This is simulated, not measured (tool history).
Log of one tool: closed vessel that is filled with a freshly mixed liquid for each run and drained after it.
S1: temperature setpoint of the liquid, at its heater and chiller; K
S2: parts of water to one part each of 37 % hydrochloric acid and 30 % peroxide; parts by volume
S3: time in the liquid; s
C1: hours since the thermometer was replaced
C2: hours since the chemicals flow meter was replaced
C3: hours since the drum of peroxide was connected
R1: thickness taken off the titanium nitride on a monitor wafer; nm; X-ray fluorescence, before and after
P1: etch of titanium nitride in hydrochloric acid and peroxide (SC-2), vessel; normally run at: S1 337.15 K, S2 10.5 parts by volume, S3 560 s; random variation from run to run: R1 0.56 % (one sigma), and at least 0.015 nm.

run 1 hour=5.5 | S1=337.15 S2=10.5 S3=560 | C1=400.2 C2=466 C3=341.8 | R1=47.238
run 2 hour=14.3 | S1=345.15 S2=10.5 S3=560 | C1=409 C2=474.8 C3=350.6 | R1=77.058
run 3 hour=24.8 | S1=337.15 S2=10.5 S3=1120 | C1=419.5 C2=485.3 C3=361.1 | R1=95.195
run 4 hour=31.8 | S1=337.15 S2=10.5 S3=560 | C1=426.5 C2=492.3 C3=368.1 | R1=47.027
run 5 hour=39.6 | S1=323.65 S2=10.5 S3=560 | C1=434.3 C2=500.1 C3=375.9 | R1=20.079
run 6 hour=45.7 | S1=344.65 S2=10.5 S3=985 | C1=440.4 C2=506.2 C3=382 | R1=130.03
run 7 hour=52.5 | S1=337.15 S2=10.5 S3=560 | C1=447.2 C2=513 C3=388.8 | R1=47.78
run 8 hour=62.9 | S1=337.15 S2=10.5 S3=560 | C1=457.6 C2=523.4 C3=399.2 | R1=47.719
run 9 hour=68.4 | S1=337.15 S2=4 S3=560 | C1=463.1 C2=528.9 C3=404.7 | R1=99.503
run 10 hour=74.8 | S1=337.15 S2=10.5 S3=560 | C1=469.5 C2=535.3 C3=411.1 | R1=47.313
run 11 hour=83.4 | S1=337.15 S2=10.5 S3=55 | C1=478.1 C2=543.9 C3=419.7 | R1=4.676
run 12 hour=89.8 | S1=337.15 S2=17.5 S3=560 | C1=484.5 C2=550.3 C3=426.1 | R1=30.571
run 13 hour=95.8 | S1=337.15 S2=10.5 S3=560 | C1=490.5 C2=556.3 C3=432.1 | R1=47.952
run 14 hour=104.5 | S1=337.15 S2=10.5 S3=560 | C1=499.2 C2=565 C3=440.8 | R1=49.695
run 15 hour=114.2 | S1=337.15 S2=10.5 S3=560 | C1=508.9 C2=574.7 C3=450.5 | R1=51
run 16 hour=123.4 | S1=337.15 S2=10.5 S3=560 | C1=518.1 C2=583.9 C3=459.7 | R1=51.161
run 17 hour=128.4 | S1=337.15 S2=10.5 S3=560 | C1=523.1 C2=588.9 C3=464.7 | R1=51.58
run 18 hour=138.2 | S1=337.15 S2=10.5 S3=560 | C1=532.9 C2=598.7 C3=474.5 | R1=51.208
run 19 hour=143.7 | S1=337.15 S2=10.5 S3=560 | C1=538.4 C2=604.2 C3=480 | R1=51.451

What P1 gives has crept away from where it was. These 2 causes fit the log equally well, each at the size given:
A: chemicals flow above the setpoint (%) = 9.97
B: liquid hotter than its thermometer reads (K) = 1.3
The creep began at about hour 95.8.
Why every other cause is out:
peroxide weaker than its label (%): at most 8, which would move R1 by -7.4 %: too little, or the wrong way

4 check runs are offered, each on 5 wafers whose results are averaged, their results left as question marks. Which one tells the causes apart?
run check 1 hour=149.2 | S1=327.65 S2=4 S3=560 | R1=?
run check 2 hour=149.2 | S1=337.15 S2=16 S3=65 | R1=?
run check 3 hour=149.2 | S1=337.15 S2=15.5 S3=120 | R1=?
run check 4 hour=149.2 | S1=325.15 S2=10.5 S3=105 | R1=?

What each check would give under each cause:
check=check_1 result=R1 if_A=58.023 if_B=59.288
check=check_2 result=R1 if_A=4.1749 if_B=4.1553
check=check_3 result=R1 if_A=7.925 if_B=7.8904
check=check_4 result=R1 if_A=4.5101 if_B=4.5375
How far apart the two closest causes lie, in the result that separates them most: check 1 2.16 %; check 2 0.47 %; check 3 0.44 %; check 4 0.61 %
Check 1 tells the causes apart: in the others they would give nearly the same result.

Check 1 was then run and gave: R1 59.27 nm. Which cause is it?

It is B: liquid hotter than its thermometer reads (K).
